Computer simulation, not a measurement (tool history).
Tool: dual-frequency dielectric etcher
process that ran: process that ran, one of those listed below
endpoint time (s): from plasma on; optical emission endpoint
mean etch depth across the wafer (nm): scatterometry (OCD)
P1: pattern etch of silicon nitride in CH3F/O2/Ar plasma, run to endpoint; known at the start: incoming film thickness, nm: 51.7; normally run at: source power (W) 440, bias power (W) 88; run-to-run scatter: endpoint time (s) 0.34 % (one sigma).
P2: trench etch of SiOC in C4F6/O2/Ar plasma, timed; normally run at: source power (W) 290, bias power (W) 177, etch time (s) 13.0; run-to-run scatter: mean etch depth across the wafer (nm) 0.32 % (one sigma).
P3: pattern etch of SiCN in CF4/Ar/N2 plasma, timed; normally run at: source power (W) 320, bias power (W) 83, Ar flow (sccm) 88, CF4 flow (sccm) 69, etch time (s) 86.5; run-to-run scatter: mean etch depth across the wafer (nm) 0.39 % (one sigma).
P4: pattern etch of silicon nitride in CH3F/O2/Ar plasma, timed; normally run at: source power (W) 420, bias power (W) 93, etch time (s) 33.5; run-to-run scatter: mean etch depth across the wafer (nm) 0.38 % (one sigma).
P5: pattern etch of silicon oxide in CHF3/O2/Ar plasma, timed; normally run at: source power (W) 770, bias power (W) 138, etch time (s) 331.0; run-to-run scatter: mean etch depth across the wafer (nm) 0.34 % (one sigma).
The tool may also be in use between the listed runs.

run   hour  process that ran  source power (W)  bias power (W)  etch time (s)  Ar flow (sccm)  CF4 flow (sccm)  hours since the last wet clean  hours since the last source power generator calibration  hours since the last bias power generator calibration  endpoint time (s)  mean etch depth across the wafer (nm)
  1   15.1                P1               440              88                                                                           173.5                                                    845.1                                                 3131.0             68.174
  2   26.3                P1               550             116                                                                           184.7                                                    856.3                                                 3142.2             56.443
  3   35.3                P1               300              88                                                                           193.7                                                    865.3                                                 3151.2             78.235
  4   45.3                P2               290             116           13.0                                                            203.7                                                    875.3                                                 3161.2                                                    20.512
  5   62.5                P4               420              93           18.5                                                            220.9                                                    892.5                                                 3178.4                                                    14.807
  6   70.6                P3               320              83           86.5             106               69                           229.0                                                    900.6                                                 3186.5                                                    56.196
  7   82.4                P3               320              83           86.5              88               69                           240.8                                                    912.4                                                 3198.3                                                    57.447
  8   94.4                P5              1010             138          331.0                                                            252.8                                                    924.4                                                 3210.3                                                   730.990
  9  103.4                P1               520             114                                                                           261.8                                                    933.4                                                 3219.3             58.069
 10  116.9                P1               440              88                                                                           275.3                                                    946.9                                                 3232.8             67.966
 11  132.3                P1               560              88                                                                           290.7                                                    962.3                                                 3248.2             62.262
 12  140.4                P3               320              83           86.5              88               86                           298.8                                                    970.4                                                 3256.3                                                    59.168
 13  150.6                P1               440              88                                                                           309.0                                                    980.6                                                 3266.5             67.753
 14  158.4                P2               290             177           10.0                                                            316.8                                                    988.4                                                 3274.3                                                    17.980
 15  169.8                P5               770             138          331.0                                                            328.2                                                    999.8                                                 3285.7                                                   654.030
 16  183.5                P1               440             104                                                                           341.9                                                   1013.5                                                 3299.4             64.581
 17  193.2                P4               420              93           33.5                                                            351.6                                                   1023.2                                                 3309.1                                                    26.714
 18  201.6                P1               440              63                                                                           360.0                                                   1031.6                                                 3317.5             76.381
 19  211.9                P1               440              88                                                                           370.3                                                   1041.9                                                 3327.8             68.324
 20  226.8                P3               400              83           86.5              88               69                           385.2                                                   1056.8                                                 3342.7                                                    70.133
 21  236.7                P1               440              88                                                                           395.1                                                   1066.7                                                 3352.6             68.056
 22  245.6                P2               400             177           13.0                                                            404.0                                                   1075.6                                                 3361.5                                                    26.511
 23  258.6                P5               770              93          331.0                                                            417.0                                                   1088.6                                                 3374.5                                                   582.480
     271.7  -- source power generator calibrated
 24  276.0                P3               320              83          118.0              88               69                           434.4                                                      4.3                                                 3391.9                                                    78.428
 25  294.1                P2               290             177           13.0                                                            452.5                                                     22.4                                                 3410.0                                                    23.309
 26  303.2                P3               320              83           86.5              88               69                           461.6                                                     31.5                                                 3419.1                                                    57.649
 27  318.0                P5               770             138          182.0                                                            476.4                                                     46.3                                                 3433.9                                                   360.670
 28  330.9                P1               440              88                                                                           489.3                                                     59.2                                                 3446.8             68.450
 29  345.6                P5               770             138          331.0                                                            504.0                                                     73.9                                                 3461.5                                                   656.060
 30  361.4                P4               420             127           33.5                                                            519.8                                                     89.7                                                 3477.3                                                    30.178
 31  372.7                P4               340              93           33.5                                                            531.1                                                    101.0                                                 3488.6                                                    24.823
 32  386.2                P3               320             109           86.5              88               69                           544.6                                                    114.5                                                 3502.1                                                    62.934
 33  396.4                P1               440              88                                                                           554.8                                                    124.7                                                 3512.3             68.217
 34  413.2                P1               440              88                                                                           571.6                                                    141.5                                                 3529.1             67.491
 35  424.4                P1               440              88                                                                           582.8                                                    152.7                                                 3540.3             67.212
     436.7  -- wet clean of the chamber
 36  442.7                P1               440              88                                                                             6.0                                                    171.0                                                 3558.6             67.513
 37  455.7                P1               440              88                                                                            19.0                                                    184.0                                                 3571.6             66.646
 38  467.3                P1               440              88                                                                            30.6                                                    195.6                                                 3583.2             66.916
 39  475.4                P1               440              88                                                                            38.7                                                    203.7                                                 3591.3             66.707
 40  487.2                P1               440              88                                                                            50.5                                                    215.5                                                 3603.1             67.038

What P1 gives has crept away from where it was. These 2 causes fit the log equally well, each at the size given:
A: source power that arrives over what is set, % = 4.59
B: bias power that arrives over what is set, % = 4.84
The creep began at about hour 396.4.
Why every other cause is out:
chamber walls in a state that raises the etch rate, %: serviced at hour 436.7, which brought nothing back

4 check runs are offered, each on 2 wafers whose results are averaged, their results left as question marks. Which one tells the causes apart?
check 1  499.0                P2               290             177           13.0                                                                                                                                                                                                                                          ?
check 2  499.0                P3               320              83           86.5              88               69                                                                                                                                                                                                         ?
check 3  499.0                P4               420              93           33.5                                                                                                                                                                                                                                          ?
check 4  499.0                P5               770             138          331.0                                                                                                                                                                                                                                          ?

What each check would give under each cause:
  check                                 result     if A     if B
check 1  mean etch depth across the wafer (nm)   23.785   23.737
check 2  mean etch depth across the wafer (nm)   59.826   58.512
check 3  mean etch depth across the wafer (nm)   27.254   27.263
check 4  mean etch depth across the wafer (nm)  667.420  665.580
How far apart the two closest causes lie, in the result that separates them most: check 1 0.2 %; check 2 2.22 %; check 3 0.03 %; check 4 0.28 %
Only check 2 tells the causes apart: in the others they would give nearly the same result.

Then check 2 was run and gave: mean etch depth across the wafer (nm) 58.528. Which cause is it?

It is B: bias power that arrives over what is set, %.
